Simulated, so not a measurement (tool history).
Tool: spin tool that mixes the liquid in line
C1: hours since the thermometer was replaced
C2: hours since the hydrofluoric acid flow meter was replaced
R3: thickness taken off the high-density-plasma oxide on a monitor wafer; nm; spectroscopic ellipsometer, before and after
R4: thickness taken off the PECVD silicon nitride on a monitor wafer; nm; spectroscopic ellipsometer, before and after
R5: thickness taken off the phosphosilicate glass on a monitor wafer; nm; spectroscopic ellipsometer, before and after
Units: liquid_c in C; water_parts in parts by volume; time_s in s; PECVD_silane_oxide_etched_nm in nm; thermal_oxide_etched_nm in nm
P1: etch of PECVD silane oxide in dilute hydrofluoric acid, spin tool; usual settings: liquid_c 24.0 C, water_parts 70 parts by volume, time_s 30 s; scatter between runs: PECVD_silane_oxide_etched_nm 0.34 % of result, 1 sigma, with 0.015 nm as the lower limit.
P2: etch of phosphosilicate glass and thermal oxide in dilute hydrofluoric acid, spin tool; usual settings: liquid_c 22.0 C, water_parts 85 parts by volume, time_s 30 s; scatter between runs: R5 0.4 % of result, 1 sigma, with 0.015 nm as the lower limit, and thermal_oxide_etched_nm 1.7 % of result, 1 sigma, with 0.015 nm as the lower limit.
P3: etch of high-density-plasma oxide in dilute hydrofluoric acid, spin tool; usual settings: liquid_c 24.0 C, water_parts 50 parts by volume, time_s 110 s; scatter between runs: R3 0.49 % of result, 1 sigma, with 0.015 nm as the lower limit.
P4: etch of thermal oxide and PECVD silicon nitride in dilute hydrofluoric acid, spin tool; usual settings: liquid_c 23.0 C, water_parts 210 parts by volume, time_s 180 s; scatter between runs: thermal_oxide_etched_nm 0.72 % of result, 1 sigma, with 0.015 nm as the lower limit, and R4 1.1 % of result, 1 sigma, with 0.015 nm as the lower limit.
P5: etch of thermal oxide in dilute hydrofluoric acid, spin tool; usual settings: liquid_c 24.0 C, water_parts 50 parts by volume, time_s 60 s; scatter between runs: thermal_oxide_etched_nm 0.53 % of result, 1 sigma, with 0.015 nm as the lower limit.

run 1 day=0.154 | process=P1 liquid_c=24.0 water_parts=70 time_s=30 | C1=1568.6 C2=340.5 | PECVD_silane_oxide_etched_nm=7.1704
run 2 day=0.342 | process=P1 liquid_c=24.0 water_parts=70 time_s=30 | C1=1573.1 C2=345.0 | PECVD_silane_oxide_etched_nm=7.1735
run 3 day=0.571 | process=P1 liquid_c=24.0 water_parts=70 time_s=15 | C1=1578.6 C2=350.5 | PECVD_silane_oxide_etched_nm=3.6068
run 4 day=0.817 | process=P5 liquid_c=24.0 water_parts=50 time_s=60 | C1=1584.5 C2=356.4 | thermal_oxide_etched_nm=5.9162
run 5 day=0.979 | process=P3 liquid_c=24.0 water_parts=20 time_s=110 | C1=1588.4 C2=360.3 | R3=32.5660
run 6 day=1.108 | process=P5 liquid_c=24.0 water_parts=50 time_s=115 | C1=1591.5 C2=363.4 | thermal_oxide_etched_nm=11.3090
run 7 day=1.346 | process=P1 liquid_c=24.0 water_parts=70 time_s=30 | C1=1597.2 C2=369.1 | PECVD_silane_oxide_etched_nm=7.1878
run 8 day=1.533 | process=P4 liquid_c=17.0 water_parts=210 time_s=180 | C1=1601.7 C2=373.6 | thermal_oxide_etched_nm=2.7883 R4=1.3140
run 9 day=1.788 | process=P1 liquid_c=24.0 water_parts=70 time_s=30 | C1=1607.8 C2=379.7 | PECVD_silane_oxide_etched_nm=7.1611
run 10 day=1.975 | process=P3 liquid_c=24.0 water_parts=50 time_s=110 | C1=1612.3 C2=384.2 | R3=12.5320
run 11 day=2.208 | process=P3 liquid_c=31.5 water_parts=50 time_s=110 | C1=1617.9 C2=389.8 | R3=16.8790
run 12 day=2.358 | process=P4 liquid_c=23.0 water_parts=210 time_s=180 | C1=1621.5 C2=393.4 | thermal_oxide_etched_nm=3.4991 R4=1.9446
run 13 day=2.504 | process=P1 liquid_c=17.0 water_parts=70 time_s=30 | C1=1625.0 C2=396.9 | PECVD_silane_oxide_etched_nm=5.4293
run 14 day=2.638 | process=P1 liquid_c=24.0 water_parts=45 time_s=15 | C1=1628.2 C2=400.1 | PECVD_silane_oxide_etched_nm=5.7666
run 15 day=2.867 | process=P4 liquid_c=23.0 water_parts=380 time_s=180 | C1=1633.7 C2=405.6 | thermal_oxide_etched_nm=1.6530 R4=1.1142
run 16 day=3.117 | process=P2 liquid_c=22.0 water_parts=120 time_s=30 | C1=1639.7 C2=411.6 | thermal_oxide_etched_nm=1.0313 R5=37.235
run 17 day=3.362 | process=P5 liquid_c=24.0 water_parts=20 time_s=60 | C1=1645.6 C2=417.5 | thermal_oxide_etched_nm=15.3470
run 18 day=3.517 | process=P1 liquid_c=24.0 water_parts=70 time_s=50 | C1=1649.3 C2=421.2 | PECVD_silane_oxide_etched_nm=11.9770
run 19 day=3.733 | process=P3 liquid_c=24.0 water_parts=50 time_s=110 | C1=1654.5 C2=426.4 | R3=12.4840
run 20 day=3.950 | process=P1 liquid_c=29.0 water_parts=70 time_s=15 | C1=1659.7 C2=431.6 | PECVD_silane_oxide_etched_nm=4.4062
run 21 day=4.071 | process=P1 liquid_c=24.0 water_parts=20 time_s=30 | C1=1662.6 C2=434.5 | PECVD_silane_oxide_etched_nm=27.0870
run 22 day=4.242 | process=P3 liquid_c=24.0 water_parts=50 time_s=25 | C1=1666.7 C2=438.6 | R3=2.8165
run 23 day=4.471 | process=P1 liquid_c=27.5 water_parts=70 time_s=30 | C1=1672.2 C2=444.1 | PECVD_silane_oxide_etched_nm=8.3125
run 24 day=4.650 | process=P1 liquid_c=24.0 water_parts=120 time_s=30 | C1=1676.5 C2=448.4 | PECVD_silane_oxide_etched_nm=3.9339
run 25 day=4.904 | process=P2 liquid_c=26.0 water_parts=85 time_s=30 | C1=1682.6 C2=454.5 | thermal_oxide_etched_nm=1.8568 R5=64.224
run 26 day=5.100 | process=P2 liquid_c=22.0 water_parts=85 time_s=30 | C1=1687.3 C2=459.2 | thermal_oxide_etched_nm=1.5503 R5=54.901
run 27 day=5.246 | process=P4 liquid_c=23.0 water_parts=210 time_s=180 | C1=1690.8 C2=462.7 | thermal_oxide_etched_nm=3.4694 R4=1.9918
run 28 day=5.492 | process=P1 liquid_c=24.0 water_parts=70 time_s=30 | C1=1696.7 C2=468.6 | PECVD_silane_oxide_etched_nm=7.1638
run 29 day=5.608 | process=P2 liquid_c=22.0 water_parts=85 time_s=60 | C1=1699.5 C2=471.4 | thermal_oxide_etched_nm=3.1698 R5=110.660
run 30 day=5.729 | process=P5 liquid_c=24.0 water_parts=50 time_s=60 | C1=1702.4 C2=474.3 | thermal_oxide_etched_nm=5.8766
run 31 day=5.850 | process=P5 liquid_c=30.5 water_parts=50 time_s=60 | C1=1705.3 C2=477.2 | thermal_oxide_etched_nm=7.6692
run 32 day=5.992 | process=P1 liquid_c=24.0 water_parts=25 time_s=15 | C1=1708.7 C2=480.6 | PECVD_silane_oxide_etched_nm=10.6620
run 33 day=6.162 | process=P4 liquid_c=23.0 water_parts=210 time_s=310 | C1=1712.8 C2=484.7 | thermal_oxide_etched_nm=6.1092 R4=3.3908
run 34 day=6.346 | process=P1 liquid_c=24.0 water_parts=70 time_s=30 | C1=1717.2 C2=489.1 | PECVD_silane_oxide_etched_nm=7.1687
run 35 day=6.504 | process=P1 liquid_c=24.0 water_parts=70 time_s=30 | C1=1721.0 C2=492.9 | PECVD_silane_oxide_etched_nm=6.9984
run 36 day=6.750 | process=P1 liquid_c=24.0 water_parts=70 time_s=30 | C1=1726.9 C2=498.8 | PECVD_silane_oxide_etched_nm=6.7522
run 37 day=6.971 | process=P1 liquid_c=24.0 water_parts=70 time_s=30 | C1=1732.2 C2=504.1 | PECVD_silane_oxide_etched_nm=6.6607
run 38 day=7.196 | process=P1 liquid_c=24.0 water_parts=70 time_s=30 | C1=1737.6 C2=509.5 | PECVD_silane_oxide_etched_nm=6.6623
run 39 day=7.362 | process=P1 liquid_c=24.0 water_parts=70 time_s=30 | C1=1741.6 C2=513.5 | PECVD_silane_oxide_etched_nm=6.6549
run 40 day=7.542 | process=P1 liquid_c=24.0 water_parts=70 time_s=30 | C1=1745.9 C2=517.8 | PECVD_silane_oxide_etched_nm=6.6299
run 41 day=7.775 | process=P1 liquid_c=24.0 water_parts=70 time_s=30 | C1=1751.5 C2=523.4 | PECVD_silane_oxide_etched_nm=6.5799

What P1 gives has crept away from where it was. These 2 causes fit the log equally well, each at the size given:
A: hydrofluoric acid flow below the setpoint (%) = 7.54
B: liquid colder than its thermometer reads (K) = 2.1
Onset of the creep was near day 6.346.

Consider the 4 check runs below, whose results appear as question marks and each of which averages 3 wafers. Which one distinguishes the causes, in that each cause would give it a clearly different result?
run check 1 day=8.008 | process=P3 liquid_c=24.0 water_parts=50 time_s=110 | R3=?
run check 2 day=8.008 | process=P2 liquid_c=22.0 water_parts=85 time_s=30 | thermal_oxide_etched_nm=? R5=?
run check 3 day=8.008 | process=P5 liquid_c=24.0 water_parts=50 time_s=60 | thermal_oxide_etched_nm=?
run check 4 day=8.008 | process=P4 liquid_c=23.0 water_parts=210 time_s=180 | thermal_oxide_etched_nm=? R4=?

Expected result of each check under each candidate cause:
check=check_1 result=R3 if_A=11.4960 if_B=11.4580
check=check_2 result=thermal_oxide_etched_nm if_A=1.4141 if_B=1.4145
check=check_2 result=R5 if_A=50.428 if_B=50.441
check=check_3 result=thermal_oxide_etched_nm if_A=5.3999 if_B=5.3820
check=check_4 result=thermal_oxide_etched_nm if_A=3.1893 if_B=3.2445
check=check_4 result=R4 if_A=1.8179 if_B=1.7161
How far apart the two closest causes lie, in the result that separates them most: check 1 0.33 %; check 2 0.02 %; check 3 0.33 %; check 4 5.76 %
Only check 4 tells the causes apart: in the others they would give nearly the same result.

Check 4 was carried out, with these results: thermal_oxide_etched_nm 3.2559 nm; R4 1.7207 nm. Which of the listed causes is responsible?

The correct cause is B, namely: liquid colder than its thermometer reads (K).
